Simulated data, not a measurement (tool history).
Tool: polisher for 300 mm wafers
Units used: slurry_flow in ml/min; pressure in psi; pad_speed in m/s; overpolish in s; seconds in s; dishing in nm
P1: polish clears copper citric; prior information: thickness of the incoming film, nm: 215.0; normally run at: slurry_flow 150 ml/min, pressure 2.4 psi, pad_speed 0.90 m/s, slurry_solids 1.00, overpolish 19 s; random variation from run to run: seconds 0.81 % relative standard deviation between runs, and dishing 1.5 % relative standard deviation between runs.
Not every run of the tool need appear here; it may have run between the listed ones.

| run | day | slurry_flow | pressure | pad_speed | slurry_solids | overpolish | seconds | dishing |
|---|---|---|---|---|---|---|---|---|
| 1 | 0.167 | 150 | 2.4 | 0.90 | 1.00 | 19 | 132.640 | 20.299 |
| 2 | 0.283 | 225 | 2.4 | 0.90 | 1.00 | 19 | 124.060 | 21.533 |
| 3 | 0.475 | 150 | 1.6 | 0.90 | 1.00 | 19 | 200.440 | 14.619 |
| 4 | 0.658 | 150 | 3.5 | 0.90 | 1.00 | 19 | 91.964 | 28.881 |
| 5 | 0.796 | 150 | 3.3 | 0.90 | 1.00 | 28 | 98.230 | 37.371 |
| 6 | 0.904 | 150 | 2.4 | 0.90 | 1.00 | 19 | 134.350 | 21.511 |
| 7 | 1.075 | 150 | 2.4 | 0.90 | 1.00 | 19 | 132.880 | 20.681 |
| 8 | 1.225 | 105 | 2.4 | 0.90 | 1.00 | 19 | 142.300 | 19.252 |
| 9 | 1.367 | 150 | 2.4 | 0.90 | 1.00 | 19 | 133.360 | 20.072 |
| 10 | 1.508 | 150 | 2.4 | 0.90 | 1.00 | 33 | 133.020 | 34.133 |
| 11 | 1.646 | 150 | 2.4 | 0.90 | 0.55 | 19 | 152.650 | 18.095 |
| 12 | 1.808 | 150 | 2.4 | 0.90 | 1.00 | 19 | 133.610 | 20.589 |
|  | 1.879 | slurry nozzle cleaned |
| 13 | 1.900 | 150 | 2.4 | 0.90 | 1.00 | 8 | 133.390 | 9.490 |
| 14 | 2.054 | 150 | 2.4 | 0.90 | 1.40 | 19 | 123.940 | 22.168 |
| 15 | 2.208 | 150 | 2.4 | 1.38 | 1.00 | 19 | 87.653 | 29.335 |
| 16 | 2.367 | 150 | 2.4 | 0.90 | 1.00 | 19 | 131.980 | 20.806 |
| 17 | 2.475 | 150 | 2.4 | 0.44 | 1.00 | 19 | 267.410 | 10.855 |
| 18 | 2.638 | 150 | 2.4 | 0.90 | 1.00 | 19 | 133.570 | 20.525 |
| 19 | 2.771 | 150 | 2.4 | 0.90 | 1.00 | 19 | 136.090 | 20.055 |
| 20 | 2.933 | 150 | 2.4 | 0.90 | 1.00 | 19 | 141.040 | 19.790 |
| 21 | 3.029 | 150 | 2.4 | 0.90 | 1.00 | 19 | 140.930 | 19.210 |
| 22 | 3.175 | 150 | 2.4 | 0.90 | 1.00 | 19 | 142.250 | 19.502 |
| 23 | 3.271 | 150 | 2.4 | 0.90 | 1.00 | 19 | 144.420 | 19.474 |
| 24 | 3.358 | 150 | 2.4 | 0.90 | 1.00 | 19 | 142.530 | 19.718 |
|  | 3.379 | head pressure recalibrated |
| 25 | 3.475 | 150 | 2.4 | 0.90 | 1.00 | 19 | 143.030 | 19.680 |
|  | 3.558 | slurry blender recalibrated |
| 26 | 3.667 | 150 | 2.4 | 0.90 | 1.00 | 19 | 143.950 | 19.291 |
| 27 | 3.775 | 150 | 2.4 | 0.90 | 1.00 | 19 | 145.670 | 18.926 |
| 28 | 3.958 | 150 | 2.4 | 0.90 | 1.00 | 19 | 145.160 | 19.536 |

What P1 gives has crept away from where it was. These 2 causes fit the log equally well, each at the size given:
A: removal rate lost through wear of the pad, % = 7.19
B: slurry flow missing at the pad, % = 30.5
At approximately day 2.638, the process output began to creep.
All other causes, with the reason each is excluded:
head's pressure below its setpoint, %: maintenance at day 3.379, after the shift began, did not return the process to its former output
abrasive missing from the slurry, %: maintenance at day 3.558, after the shift began, did not return the process to its former output

4 check runs are offered, each on 5 wafers whose results are averaged, their results left as question marks. Which one tells the causes apart?
| check 1 | 4.142 | 150 | 2.4 | 1.30 | 0.55 | 19 | ? | ? |
| check 2 | 4.142 | 150 | 2.4 | 0.90 | 1.35 | 10 | ? | ? |
| check 3 | 4.142 | 150 | 1.8 | 0.52 | 1.00 | 19 | ? | ? |
| check 4 | 4.142 | 105 | 2.4 | 0.90 | 1.00 | 8 | ? | ? |

Predicted outcomes, by check and by cause:
| check | result | if A | if B |
|---|---|---|---|
| check 1 | seconds | 113.700 | 113.700 |
| check 1 | dishing | 23.7890 | 23.7880 |
| check 2 | seconds | 134.580 | 134.580 |
| check 2 | dishing | 11.4090 | 11.4090 |
| check 3 | seconds | 317.820 | 317.820 |
| check 3 | dishing | 9.2723 | 9.2721 |
| check 4 | seconds | 154.550 | 158.880 |
| check 4 | dishing | 8.0952 | 7.8835 |
Gap, in per cent, between the two causes that each check separates least, read from the result that separates them most: check 1 0 %; check 2 0 %; check 3 0 %; check 4 2.77 %
Check 4 is the one run that separates the causes; every other check would come out nearly the same whichever cause is at work.

Check 4 was carried out, with these results: seconds 153.570 s; dishing 8.0281 nm. Which of the listed causes is responsible?

It was cause A: removal rate lost through wear of the pad, %.
